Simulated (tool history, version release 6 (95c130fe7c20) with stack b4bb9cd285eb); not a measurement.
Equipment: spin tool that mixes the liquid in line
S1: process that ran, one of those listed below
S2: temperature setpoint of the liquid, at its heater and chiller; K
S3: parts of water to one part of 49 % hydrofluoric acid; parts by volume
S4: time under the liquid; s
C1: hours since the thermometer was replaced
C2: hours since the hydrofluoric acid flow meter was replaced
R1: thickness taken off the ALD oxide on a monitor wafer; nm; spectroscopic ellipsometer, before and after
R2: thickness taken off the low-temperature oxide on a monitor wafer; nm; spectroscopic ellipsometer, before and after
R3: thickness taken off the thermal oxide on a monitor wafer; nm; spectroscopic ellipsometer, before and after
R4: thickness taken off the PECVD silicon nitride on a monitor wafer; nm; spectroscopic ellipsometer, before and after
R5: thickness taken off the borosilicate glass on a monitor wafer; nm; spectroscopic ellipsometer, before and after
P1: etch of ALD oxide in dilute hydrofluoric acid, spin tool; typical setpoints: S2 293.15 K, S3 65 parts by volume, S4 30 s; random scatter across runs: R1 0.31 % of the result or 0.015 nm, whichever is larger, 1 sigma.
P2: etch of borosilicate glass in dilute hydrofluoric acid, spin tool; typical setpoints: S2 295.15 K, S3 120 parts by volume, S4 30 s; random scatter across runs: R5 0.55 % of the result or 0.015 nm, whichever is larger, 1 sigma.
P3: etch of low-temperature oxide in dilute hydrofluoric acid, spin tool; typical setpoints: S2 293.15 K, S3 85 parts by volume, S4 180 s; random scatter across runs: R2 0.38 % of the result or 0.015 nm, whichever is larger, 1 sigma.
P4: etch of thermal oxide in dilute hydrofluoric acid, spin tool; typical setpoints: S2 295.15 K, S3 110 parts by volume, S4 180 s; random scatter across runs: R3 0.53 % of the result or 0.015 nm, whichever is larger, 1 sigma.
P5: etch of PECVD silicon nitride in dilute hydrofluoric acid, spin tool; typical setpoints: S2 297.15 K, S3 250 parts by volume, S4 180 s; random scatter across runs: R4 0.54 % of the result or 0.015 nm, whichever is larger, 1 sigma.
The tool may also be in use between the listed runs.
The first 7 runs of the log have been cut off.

{"run": 8, "hour": 109.4, "S1": "P3", "S2": 293.15, "S3": 85, "S4": 15, "C1": 2095.1, "C2": 1279.9, "R2": 2.2418}
{"run": 9, "hour": 119.1, "S1": "P1", "S2": 293.15, "S3": 95, "S4": 15, "C1": 2104.8, "C2": 1289.6, "R1": 3.6546}
{"run": 10, "hour": 127.6, "S1": "P1", "S2": 293.15, "S3": 105, "S4": 30, "C1": 2113.3, "C2": 1298.1, "R1": 6.4537}
{"run": 11, "hour": 135.8, "S1": "P5", "S2": 297.15, "S3": 250, "S4": 330, "C1": 2121.5, "C2": 1306.3, "R4": 7.6367}
{"run": 12, "hour": 152.2, "S1": "P1", "S2": 293.15, "S3": 65, "S4": 30, "C1": 2137.9, "C2": 1322.7, "R1": 10.973}
{"run": 13, "hour": 164.8, "S1": "P1", "S2": 293.15, "S3": 65, "S4": 30, "C1": 2150.5, "C2": 1335.3, "R1": 10.97}
{"run": 14, "hour": 172.9, "S1": "P2", "S2": 295.15, "S3": 175, "S4": 30, "C1": 2158.6, "C2": 1343.4, "R5": 6.7337}
{"run": 15, "hour": 181.5, "S1": "P4", "S2": 295.15, "S3": 110, "S4": 180, "C1": 2167.2, "C2": 1352, "R3": 6.7083}
{"run": 16, "hour": 197.8, "S1": "P4", "S2": 295.15, "S3": 110, "S4": 180, "C1": 2183.5, "C2": 1368.3, "R3": 6.677}
{"run": 17, "hour": 213.9, "S1": "P2", "S2": 295.15, "S3": 120, "S4": 30, "C1": 2199.6, "C2": 1384.4, "R5": 10.402}
{"run": 18, "hour": 231.1, "S1": "P3", "S2": 301.15, "S3": 85, "S4": 180, "C1": 2216.8, "C2": 1401.6, "R2": 37.074}
{"run": 19, "hour": 249.2, "S1": "P1", "S2": 290.15, "S3": 65, "S4": 30, "C1": 2234.9, "C2": 1419.7, "R1": 9.6623}
{"run": 20, "hour": 264.4, "S1": "P5", "S2": 297.15, "S3": 250, "S4": 180, "C1": 2250.1, "C2": 1434.9, "R4": 4.1822}
{"run": 21, "hour": 274.5, "S1": "P2", "S2": 295.15, "S3": 120, "S4": 30, "C1": 2260.2, "C2": 1445, "R5": 10.405}
{"run": 22, "hour": 287.4, "S1": "P1", "S2": 293.15, "S3": 65, "S4": 30, "C1": 2273.1, "C2": 1457.9, "R1": 10.943}
{"run": 23, "hour": 295.7, "S1": "P5", "S2": 292.65, "S3": 250, "S4": 180, "C1": 2281.4, "C2": 1466.2, "R4": 3.1734}

Forecast run 24:
{"run": 24, "hour": 304.5, "S1": "P4", "S2": 295.15, "S3": 110, "S4": 15, "C1": 2290.2, "C2": 1475, "R3": "?"}

{"run 24": {"R3": 0.59619}}

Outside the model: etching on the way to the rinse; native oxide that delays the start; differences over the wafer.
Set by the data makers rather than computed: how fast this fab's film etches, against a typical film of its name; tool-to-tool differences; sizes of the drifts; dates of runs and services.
